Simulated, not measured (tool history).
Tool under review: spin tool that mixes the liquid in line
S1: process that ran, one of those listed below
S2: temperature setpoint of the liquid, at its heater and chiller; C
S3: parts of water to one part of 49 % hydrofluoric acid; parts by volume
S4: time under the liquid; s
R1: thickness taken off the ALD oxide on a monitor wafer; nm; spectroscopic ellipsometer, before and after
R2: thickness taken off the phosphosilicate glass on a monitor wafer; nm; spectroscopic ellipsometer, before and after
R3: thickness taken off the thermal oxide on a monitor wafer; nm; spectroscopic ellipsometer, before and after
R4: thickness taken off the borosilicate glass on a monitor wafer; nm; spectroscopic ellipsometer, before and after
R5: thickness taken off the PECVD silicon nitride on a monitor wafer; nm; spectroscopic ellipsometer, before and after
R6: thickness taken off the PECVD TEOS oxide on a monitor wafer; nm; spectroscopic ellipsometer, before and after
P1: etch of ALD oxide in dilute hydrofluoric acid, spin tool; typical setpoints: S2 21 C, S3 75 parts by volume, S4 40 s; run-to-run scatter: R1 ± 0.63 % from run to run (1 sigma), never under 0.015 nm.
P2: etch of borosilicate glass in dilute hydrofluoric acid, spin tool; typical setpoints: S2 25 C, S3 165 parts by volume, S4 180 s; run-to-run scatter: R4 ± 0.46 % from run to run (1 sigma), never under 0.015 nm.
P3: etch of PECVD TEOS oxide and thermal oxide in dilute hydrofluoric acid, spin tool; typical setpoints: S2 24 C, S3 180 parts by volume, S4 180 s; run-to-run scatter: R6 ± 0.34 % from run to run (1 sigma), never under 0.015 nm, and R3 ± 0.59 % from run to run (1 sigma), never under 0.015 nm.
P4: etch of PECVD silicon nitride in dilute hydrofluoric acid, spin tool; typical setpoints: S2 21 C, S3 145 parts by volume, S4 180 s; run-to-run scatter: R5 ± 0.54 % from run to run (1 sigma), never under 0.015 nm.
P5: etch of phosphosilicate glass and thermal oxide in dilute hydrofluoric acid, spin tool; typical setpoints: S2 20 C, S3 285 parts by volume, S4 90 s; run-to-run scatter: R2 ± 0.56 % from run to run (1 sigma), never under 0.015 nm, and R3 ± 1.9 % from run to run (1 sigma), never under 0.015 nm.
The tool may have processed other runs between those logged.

| run | hour | S1 | S2 | S3 | S4 | R1 | R2 | R3 | R4 | R5 | R6 |
|---|---|---|---|---|---|---|---|---|---|---|---|
| 1 | 15.6 | P1 | 21 | 75 | 40 | 5.1165 |  |  |  |  |  |
| 2 | 25.3 | P5 | 20 | 285 | 165 |  | 25.161 | 1.9083 |  |  |  |
| 3 | 33.6 | P1 | 27 | 25 | 40 | 21.403 |  |  |  |  |  |
| 4 | 44.4 | P1 | 21 | 75 | 40 | 5.1509 |  |  |  |  |  |
| 5 | 56.3 | P2 | 25 | 165 | 360 |  |  |  | 50.539 |  |  |
| 6 | 65.7 | P5 | 20 | 70 | 90 |  | 69.45 | 5.4609 |  |  |  |
| 7 | 73.7 | P2 | 17 | 165 | 180 |  |  |  | 18.577 |  |  |
| 8 | 87.2 | P1 | 27.5 | 75 | 40 | 6.7173 |  |  |  |  |  |
| 9 | 101.7 | P1 | 21 | 20 | 40 | 20.708 |  |  |  |  |  |
| 10 | 115.1 | P4 | 21 | 145 | 180 |  |  |  |  | 5.911 |  |
| 11 | 130.2 | P1 | 21 | 75 | 20 | 2.5692 |  |  |  |  |  |
| 12 | 146.3 | P3 | 24 | 180 | 180 |  |  | 4.3137 |  |  | 11.82 |
| 13 | 155.5 | P2 | 25 | 75 | 180 |  |  |  | 61.686 |  |  |
| 14 | 167.8 | P3 | 24 | 180 | 280 |  |  | 6.715 |  |  | 18.416 |
| 15 | 182.9 | P1 | 21 | 75 | 40 | 5.1932 |  |  |  |  |  |
| 16 | 195.4 | P2 | 25 | 165 | 180 |  |  |  | 25.246 |  |  |
| 17 | 209 | P1 | 17 | 75 | 40 | 4.3607 |  |  |  |  |  |
| 18 | 218.9 | P5 | 20 | 285 | 90 |  | 13.642 | 1.0281 |  |  |  |
| 19 | 226.9 | P5 | 17 | 285 | 90 |  | 12.285 | 0.93397 |  |  |  |
| 20 | 242.2 | P4 | 17 | 145 | 180 |  |  |  |  | 4.4879 |  |
| 21 | 254.7 | P1 | 21 | 125 | 40 | 2.9264 |  |  |  |  |  |
| 22 | 264.3 | P3 | 24 | 50 | 180 |  |  | 18.079 |  |  | 49.824 |
| 23 | 272 | P4 | 21 | 205 | 180 |  |  |  |  | 4.1696 |  |
| 24 | 282.1 | P5 | 20 | 285 | 90 |  | 13.684 | 1.0483 |  |  |  |
| 25 | 296.8 | P4 | 21 | 145 | 340 |  |  |  |  | 11.018 |  |
| 26 | 304.8 | P1 | 21 | 75 | 60 | 7.8588 |  |  |  |  |  |
| 27 | 312.4 | P1 | 26.5 | 130 | 40 | 3.4739 |  |  |  |  |  |
| 28 | 321.7 | P2 | 25 | 165 | 180 |  |  |  | 25.364 |  |  |
| 29 | 335.5 | P1 | 21 | 75 | 40 | 5.1706 |  |  |  |  |  |
| 30 | 345.4 | P1 | 21 | 35 | 15 | 4.3063 |  |  |  |  |  |
| 31 | 357.4 | P3 | 17 | 180 | 180 |  |  | 3.246 |  |  | 9.0276 |
| 32 | 365.4 | P4 | 21 | 145 | 180 |  |  |  |  | 5.8987 |  |
| 33 | 375.7 | P1 | 21 | 75 | 40 | 5.1703 |  |  |  |  |  |
| 34 | 389.6 | P1 | 21 | 75 | 40 | 5.124 |  |  |  |  |  |
| 35 | 400 | P1 | 21 | 75 | 40 | 5.2568 |  |  |  |  |  |
| 36 | 414.9 | P1 | 21 | 75 | 40 | 5.4144 |  |  |  |  |  |
| 37 | 424.8 | P1 | 21 | 75 | 40 | 5.4739 |  |  |  |  |  |
| 38 | 437.4 | P1 | 21 | 75 | 40 | 5.4691 |  |  |  |  |  |
| 39 | 444.7 | P1 | 21 | 75 | 40 | 5.4419 |  |  |  |  |  |
| 40 | 456.4 | P1 | 21 | 75 | 40 | 5.5063 |  |  |  |  |  |
| 41 | 463.8 | P1 | 21 | 75 | 40 | 5.4821 |  |  |  |  |  |

Something has made what P1 gives creep away from where it was; the 2 causes below, each at its own stated size, fit the log equally well:
A: hydrofluoric acid flow above the setpoint (%) = 5.58
B: liquid hotter than its thermometer reads (K) = 1.44
At approximately hour 389.6, the process output began to creep.

Each of the 4 check runs below uses one wafer; its results are left as question marks. Which run tells the causes apart?
| check 1 | 471.2 | P5 | 20 | 95 | 150 |  | ? | ? |  |  |  |
| check 2 | 471.2 | P3 | 19 | 90 | 180 |  |  | ? |  |  | ? |
| check 3 | 471.2 | P2 | 19.5 | 165 | 350 |  |  |  | ? |  |  |
| check 4 | 471.2 | P4 | 21 | 145 | 285 |  |  |  |  | ? |  |

What each check would give under each cause:
| check | result | if A | if B |
|---|---|---|---|
| check 1 | R2 | 87.791 | 87.703 |
| check 1 | R3 | 6.7862 | 6.7794 |
| check 2 | R3 | 8.2501 | 8.2505 |
| check 2 | R6 | 22.774 | 22.775 |
| check 3 | R4 | 42.243 | 41.97 |
| check 4 | R5 | 9.8063 | 10.226 |
Distance between the nearest two causes, measured in the result of the check that separates them most: check 1 0.1 %; check 2 0 %; check 3 0.65 %; check 4 4.19 %
Only check 4 tells the causes apart: in the others they would give nearly the same result.

Running check 4 produced the following: R5 9.8308 nm. Which one of the listed causes fits?

It is A: hydrofluoric acid flow above the setpoint (%).
